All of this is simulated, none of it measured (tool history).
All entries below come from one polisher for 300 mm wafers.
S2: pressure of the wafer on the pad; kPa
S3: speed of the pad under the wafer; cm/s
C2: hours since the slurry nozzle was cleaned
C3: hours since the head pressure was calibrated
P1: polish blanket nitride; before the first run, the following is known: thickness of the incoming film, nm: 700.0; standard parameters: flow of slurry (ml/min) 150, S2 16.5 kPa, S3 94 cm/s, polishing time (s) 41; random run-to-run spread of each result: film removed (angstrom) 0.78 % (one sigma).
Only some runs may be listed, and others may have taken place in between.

run 1 hour=7.7 | flow_of_slurry_(ml/min)=150 S2=16.5 S3=94 polishing_time_(s)=41 | wafers_polished_on_this_pad=329 C2=212.8 C3=235.8 | film_removed_(angstrom)=518.10
run 2 hour=16.7 | flow_of_slurry_(ml/min)=150 S2=16.5 S3=54 polishing_time_(s)=22 | wafers_polished_on_this_pad=400 C2=221.8 C3=244.8 | film_removed_(angstrom)=180.37
run 3 hour=27.3 | flow_of_slurry_(ml/min)=90 S2=16.5 S3=94 polishing_time_(s)=41 | wafers_polished_on_this_pad=485 C2=232.4 C3=255.4 | film_removed_(angstrom)=468.07
run 4 hour=39.7 | flow_of_slurry_(ml/min)=150 S2=16.5 S3=94 polishing_time_(s)=41 | wafers_polished_on_this_pad=583 C2=244.8 C3=267.8 | film_removed_(angstrom)=523.77
-- hour=43.3 worn pad replaced by a new one
run 5 hour=47.3 | flow_of_slurry_(ml/min)=150 S2=23.4 S3=94 polishing_time_(s)=41 | wafers_polished_on_this_pad=32 C2=252.4 C3=275.4 | film_removed_(angstrom)=739.08
run 6 hour=57.0 | flow_of_slurry_(ml/min)=150 S2=16.5 S3=94 polishing_time_(s)=41 | wafers_polished_on_this_pad=109 C2=262.1 C3=285.1 | film_removed_(angstrom)=520.74
run 7 hour=66.3 | flow_of_slurry_(ml/min)=190 S2=7.6 S3=94 polishing_time_(s)=41 | wafers_polished_on_this_pad=183 C2=271.4 C3=294.4 | film_removed_(angstrom)=246.38
run 8 hour=72.6 | flow_of_slurry_(ml/min)=150 S2=16.5 S3=94 polishing_time_(s)=41 | wafers_polished_on_this_pad=233 C2=277.7 C3=300.7 | film_removed_(angstrom)=514.01
-- hour=73.7 head pressure recalibrated
run 9 hour=84.2 | flow_of_slurry_(ml/min)=230 S2=16.5 S3=94 polishing_time_(s)=41 | wafers_polished_on_this_pad=325 C2=289.3 C3=10.6 | film_removed_(angstrom)=549.43
run 10 hour=92.2 | flow_of_slurry_(ml/min)=150 S2=16.5 S3=94 polishing_time_(s)=63 | wafers_polished_on_this_pad=389 C2=297.3 C3=18.6 | film_removed_(angstrom)=804.57
run 11 hour=98.4 | flow_of_slurry_(ml/min)=150 S2=16.5 S3=94 polishing_time_(s)=19 | wafers_polished_on_this_pad=438 C2=303.5 C3=24.8 | film_removed_(angstrom)=242.07
run 12 hour=105.9 | flow_of_slurry_(ml/min)=150 S2=16.5 S3=94 polishing_time_(s)=41 | wafers_polished_on_this_pad=498 C2=311.0 C3=32.3 | film_removed_(angstrom)=520.15
run 13 hour=114.7 | flow_of_slurry_(ml/min)=150 S2=16.5 S3=140 polishing_time_(s)=41 | wafers_polished_on_this_pad=568 C2=319.8 C3=41.1 | film_removed_(angstrom)=717.37
run 14 hour=124.7 | flow_of_slurry_(ml/min)=150 S2=9.0 S3=94 polishing_time_(s)=41 | wafers_polished_on_this_pad=648 C2=329.8 C3=51.1 | film_removed_(angstrom)=284.95
run 15 hour=131.7 | flow_of_slurry_(ml/min)=150 S2=16.5 S3=50 polishing_time_(s)=41 | wafers_polished_on_this_pad=703 C2=336.8 C3=58.1 | film_removed_(angstrom)=321.13
run 16 hour=143.2 | flow_of_slurry_(ml/min)=150 S2=16.5 S3=94 polishing_time_(s)=41 | wafers_polished_on_this_pad=795 C2=348.3 C3=69.6 | film_removed_(angstrom)=520.07
run 17 hour=153.7 | flow_of_slurry_(ml/min)=150 S2=16.5 S3=94 polishing_time_(s)=41 | wafers_polished_on_this_pad=878 C2=358.8 C3=80.1 | film_removed_(angstrom)=501.22
run 18 hour=165.5 | flow_of_slurry_(ml/min)=150 S2=16.5 S3=94 polishing_time_(s)=41 | wafers_polished_on_this_pad=972 C2=370.6 C3=91.9 | film_removed_(angstrom)=491.35
run 19 hour=172.6 | flow_of_slurry_(ml/min)=150 S2=16.5 S3=94 polishing_time_(s)=41 | wafers_polished_on_this_pad=1029 C2=377.7 C3=99.0 | film_removed_(angstrom)=489.81
run 20 hour=180.7 | flow_of_slurry_(ml/min)=150 S2=16.5 S3=94 polishing_time_(s)=41 | wafers_polished_on_this_pad=1093 C2=385.8 C3=107.1 | film_removed_(angstrom)=473.84
run 21 hour=188.4 | flow_of_slurry_(ml/min)=150 S2=16.5 S3=94 polishing_time_(s)=41 | wafers_polished_on_this_pad=1154 C2=393.5 C3=114.8 | film_removed_(angstrom)=470.72
-- hour=189.2 worn pad replaced by a new one
run 22 hour=195.0 | flow_of_slurry_(ml/min)=150 S2=16.5 S3=94 polishing_time_(s)=41 | wafers_polished_on_this_pad=46 C2=400.1 C3=121.4 | film_removed_(angstrom)=477.31
run 23 hour=204.1 | flow_of_slurry_(ml/min)=150 S2=16.5 S3=94 polishing_time_(s)=41 | wafers_polished_on_this_pad=118 C2=409.2 C3=130.5 | film_removed_(angstrom)=475.97
run 24 hour=211.9 | flow_of_slurry_(ml/min)=150 S2=16.5 S3=94 polishing_time_(s)=41 | wafers_polished_on_this_pad=181 C2=417.0 C3=138.3 | film_removed_(angstrom)=472.05

What P1 gives has crept off from where it sat before. The 2 causes that follow fit the log equally well, each at the size noted:
A: head's pressure below its setpoint, % = 9.21
B: slurry flow missing at the pad, % = 36.3
Creep in the process output first set in at about hour 143.2.
Each remaining cause and why it is not a fit:
removal rate lost through wear of the pad, %: maintenance at hour 189.2, after the shift began, did not return the process to its former output

Which of the 4 check runs listed below, each an average over 3 wafers with its results shown as question marks, gives clearly different results under the different listed causes?
run check 1 hour=219.7 | flow_of_slurry_(ml/min)=150 S2=16.5 S3=94 polishing_time_(s)=52 | film_removed_(angstrom)=?
run check 2 hour=219.7 | flow_of_slurry_(ml/min)=105 S2=16.5 S3=94 polishing_time_(s)=31 | film_removed_(angstrom)=?
run check 3 hour=219.7 | flow_of_slurry_(ml/min)=150 S2=16.5 S3=136 polishing_time_(s)=62 | film_removed_(angstrom)=?
run check 4 hour=219.7 | flow_of_slurry_(ml/min)=150 S2=16.5 S3=74 polishing_time_(s)=62 | film_removed_(angstrom)=?

How each check would come out, cause by cause:
check=check_1 result=film_removed_(angstrom) if_A=601.14 if_B=601.27
check=check_2 result=film_removed_(angstrom) if_A=333.18 if_B=321.65
check=check_3 result=film_removed_(angstrom) if_A=963.14 if_B=963.36
check=check_4 result=film_removed_(angstrom) if_A=591.90 if_B=592.03
Distance between the nearest two causes, measured in the result of the check that separates them most: check 1 0.02 %; check 2 3.52 %; check 3 0.02 %; check 4 0.02 %
Only check 2 tells the causes apart: in the others they would give nearly the same result.

Check 2 has now been run. It gave: film removed (angstrom) 323.66. Which of the candidate causes is it?

B is the cause: slurry flow missing at the pad, %.
